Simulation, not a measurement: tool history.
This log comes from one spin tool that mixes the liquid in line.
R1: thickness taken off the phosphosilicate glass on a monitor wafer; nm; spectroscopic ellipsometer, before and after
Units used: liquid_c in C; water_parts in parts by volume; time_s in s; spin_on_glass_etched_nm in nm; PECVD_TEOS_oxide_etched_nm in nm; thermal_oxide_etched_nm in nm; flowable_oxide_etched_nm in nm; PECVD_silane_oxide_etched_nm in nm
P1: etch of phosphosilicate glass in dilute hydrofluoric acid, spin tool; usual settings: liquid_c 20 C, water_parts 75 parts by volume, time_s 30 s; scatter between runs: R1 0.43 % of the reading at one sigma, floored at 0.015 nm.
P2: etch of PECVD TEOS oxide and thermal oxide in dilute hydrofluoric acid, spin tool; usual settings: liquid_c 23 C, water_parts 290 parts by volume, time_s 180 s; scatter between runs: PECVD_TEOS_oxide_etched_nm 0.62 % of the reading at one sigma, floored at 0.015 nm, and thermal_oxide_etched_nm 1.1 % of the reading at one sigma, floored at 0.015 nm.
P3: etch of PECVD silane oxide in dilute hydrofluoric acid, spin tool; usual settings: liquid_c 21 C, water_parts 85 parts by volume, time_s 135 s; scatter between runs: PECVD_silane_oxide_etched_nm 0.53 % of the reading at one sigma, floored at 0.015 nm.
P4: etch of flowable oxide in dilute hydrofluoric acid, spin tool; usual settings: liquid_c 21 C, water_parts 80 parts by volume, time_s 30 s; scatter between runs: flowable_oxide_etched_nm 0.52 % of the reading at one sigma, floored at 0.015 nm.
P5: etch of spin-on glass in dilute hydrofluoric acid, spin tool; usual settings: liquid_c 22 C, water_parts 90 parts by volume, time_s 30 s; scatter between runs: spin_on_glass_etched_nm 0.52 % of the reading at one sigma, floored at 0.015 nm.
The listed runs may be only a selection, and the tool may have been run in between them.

{"run": 1, "hour": 10.7, "process": "P1", "liquid_c": 20, "water_parts": 75, "time_s": 30, "R1": 39.487}
{"run": 2, "hour": 20.8, "process": "P5", "liquid_c": 27, "water_parts": 90, "time_s": 30, "spin_on_glass_etched_nm": 26.384}
{"run": 3, "hour": 26.3, "process": "P2", "liquid_c": 19, "water_parts": 290, "time_s": 180, "PECVD_TEOS_oxide_etched_nm": 3.6018, "thermal_oxide_etched_nm": 1.8296}
{"run": 4, "hour": 32.1, "process": "P4", "liquid_c": 21, "water_parts": 80, "time_s": 30, "flowable_oxide_etched_nm": 19.206}
{"run": 5, "hour": 37.4, "process": "P4", "liquid_c": 21, "water_parts": 45, "time_s": 30, "flowable_oxide_etched_nm": 35.71}
{"run": 6, "hour": 46.9, "process": "P1", "liquid_c": 17, "water_parts": 75, "time_s": 45, "R1": 52.092}
{"run": 7, "hour": 54.5, "process": "P2", "liquid_c": 23, "water_parts": 290, "time_s": 285, "PECVD_TEOS_oxide_etched_nm": 6.7151, "thermal_oxide_etched_nm": 3.3788}
{"run": 8, "hour": 61.3, "process": "P1", "liquid_c": 24, "water_parts": 75, "time_s": 30, "R1": 46.557}
{"run": 9, "hour": 71.7, "process": "P5", "liquid_c": 22, "water_parts": 90, "time_s": 30, "spin_on_glass_etched_nm": 21.571}
{"run": 10, "hour": 80.5, "process": "P1", "liquid_c": 20, "water_parts": 75, "time_s": 30, "R1": 39.347}
{"run": 11, "hour": 92.0, "process": "P2", "liquid_c": 23, "water_parts": 515, "time_s": 180, "PECVD_TEOS_oxide_etched_nm": 1.9237, "thermal_oxide_etched_nm": 0.97402}
{"run": 12, "hour": 99.5, "process": "P1", "liquid_c": 20, "water_parts": 75, "time_s": 30, "R1": 39.449}
{"run": 13, "hour": 107.0, "process": "P5", "liquid_c": 22, "water_parts": 90, "time_s": 60, "spin_on_glass_etched_nm": 43.307}
{"run": 14, "hour": 117.3, "process": "P2", "liquid_c": 23, "water_parts": 290, "time_s": 180, "PECVD_TEOS_oxide_etched_nm": 4.2122, "thermal_oxide_etched_nm": 2.1331}
{"hour": 117.8, "done": "thermometer replaced"}
{"run": 15, "hour": 123.2, "process": "P4", "liquid_c": 21, "water_parts": 80, "time_s": 55, "flowable_oxide_etched_nm": 35.657}
{"run": 16, "hour": 133.1, "process": "P3", "liquid_c": 21, "water_parts": 85, "time_s": 45, "PECVD_silane_oxide_etched_nm": 14.693}
{"run": 17, "hour": 141.3, "process": "P1", "liquid_c": 20, "water_parts": 75, "time_s": 30, "R1": 39.375}
{"run": 18, "hour": 152.3, "process": "P4", "liquid_c": 17, "water_parts": 80, "time_s": 30, "flowable_oxide_etched_nm": 16.439}
{"run": 19, "hour": 163.9, "process": "P1", "liquid_c": 20, "water_parts": 75, "time_s": 30, "R1": 39.515}
{"run": 20, "hour": 174.8, "process": "P5", "liquid_c": 22, "water_parts": 25, "time_s": 30, "spin_on_glass_etched_nm": 84.55}
{"run": 21, "hour": 182.1, "process": "P4", "liquid_c": 21, "water_parts": 80, "time_s": 30, "flowable_oxide_etched_nm": 19.363}
{"run": 22, "hour": 187.9, "process": "P3", "liquid_c": 21, "water_parts": 140, "time_s": 135, "PECVD_silane_oxide_etched_nm": 25.114}
{"run": 23, "hour": 193.3, "process": "P1", "liquid_c": 20, "water_parts": 35, "time_s": 30, "R1": 88.389}
{"run": 24, "hour": 201.2, "process": "P1", "liquid_c": 20, "water_parts": 135, "time_s": 30, "R1": 20.381}
{"run": 25, "hour": 208.6, "process": "P1", "liquid_c": 17, "water_parts": 75, "time_s": 30, "R1": 34.816}
{"run": 26, "hour": 214.9, "process": "P1", "liquid_c": 20, "water_parts": 75, "time_s": 15, "R1": 19.81}
{"run": 27, "hour": 225.6, "process": "P3", "liquid_c": 29, "water_parts": 85, "time_s": 135, "PECVD_silane_oxide_etched_nm": 60.273}
{"run": 28, "hour": 231.8, "process": "P1", "liquid_c": 20, "water_parts": 75, "time_s": 50, "R1": 66.033}
{"run": 29, "hour": 239.9, "process": "P3", "liquid_c": 21, "water_parts": 85, "time_s": 135, "PECVD_silane_oxide_etched_nm": 44.055}
{"run": 30, "hour": 250.9, "process": "P1", "liquid_c": 20, "water_parts": 75, "time_s": 30, "R1": 39.396}
{"run": 31, "hour": 260.1, "process": "P1", "liquid_c": 20, "water_parts": 75, "time_s": 30, "R1": 40.497}
{"run": 32, "hour": 267.5, "process": "P1", "liquid_c": 20, "water_parts": 75, "time_s": 30, "R1": 41.704}
{"run": 33, "hour": 278.2, "process": "P1", "liquid_c": 20, "water_parts": 75, "time_s": 30, "R1": 42.537}
{"run": 34, "hour": 286.6, "process": "P1", "liquid_c": 20, "water_parts": 75, "time_s": 30, "R1": 42.297}
{"run": 35, "hour": 296.0, "process": "P1", "liquid_c": 20, "water_parts": 75, "time_s": 30, "R1": 43.006}
{"run": 36, "hour": 307.2, "process": "P1", "liquid_c": 20, "water_parts": 75, "time_s": 30, "R1": 43.281}
{"run": 37, "hour": 312.5, "process": "P1", "liquid_c": 20, "water_parts": 75, "time_s": 30, "R1": 43.328}
{"run": 38, "hour": 322.7, "process": "P1", "liquid_c": 20, "water_parts": 75, "time_s": 30, "R1": 43.392}
{"run": 39, "hour": 333.9, "process": "P1", "liquid_c": 20, "water_parts": 75, "time_s": 30, "R1": 43.365}
{"run": 40, "hour": 342.0, "process": "P1", "liquid_c": 20, "water_parts": 75, "time_s": 30, "R1": 43.611}

Something has made what P1 gives creep away from where it was; the 2 causes below, each at its own stated size, fit the log equally well:
A: liquid hotter than its thermometer reads (K) = 2.41
B: hydrofluoric acid flow above the setpoint (%) = 9.59
The onset of the drift is placed at about hour 250.9.

4 check runs are offered, each on 2 wafers whose results are averaged, their results left as question marks. Which one tells the causes apart?
{"run": "check 1", "hour": 350.1, "process": "P5", "liquid_c": 22, "water_parts": 40, "time_s": 55, "spin_on_glass_etched_nm": "?"}
{"run": "check 2", "hour": 350.1, "process": "P4", "liquid_c": 21, "water_parts": 50, "time_s": 50, "flowable_oxide_etched_nm": "?"}
{"run": "check 3", "hour": 350.1, "process": "P2", "liquid_c": 23, "water_parts": 460, "time_s": 180, "PECVD_TEOS_oxide_etched_nm": "?", "thermal_oxide_etched_nm": "?"}
{"run": "check 4", "hour": 350.1, "process": "P3", "liquid_c": 27, "water_parts": 85, "time_s": 60, "PECVD_silane_oxide_etched_nm": "?"}

Predicted outcomes, by check and by cause:
check=check_1 result=spin_on_glass_etched_nm if_A=104.650 if_B=104.170
check=check_2 result=flowable_oxide_etched_nm if_A=59.116 if_B=58.909
check=check_3 result=PECVD_TEOS_oxide_etched_nm if_A=2.4522 if_B=2.5762
check=check_3 result=thermal_oxide_etched_nm if_A=1.26040 if_B=1.32410
check=check_4 result=PECVD_silane_oxide_etched_nm if_A=27.232 if_B=27.470
Per-check spread between the two closest causes, in the result where they differ most: check 1 0.46 %; check 2 0.35 %; check 3 4.93 %; check 4 0.87 %
Check 3 distinguishes between the causes, while the remaining checks would return nearly the same result for all of them.

With check 3 done, the readings were: PECVD_TEOS_oxide_etched_nm 2.4451 nm; thermal_oxide_etched_nm 1.25130 nm. Identify which of the listed causes applies.

The cause is A: liquid hotter than its thermometer reads (K).
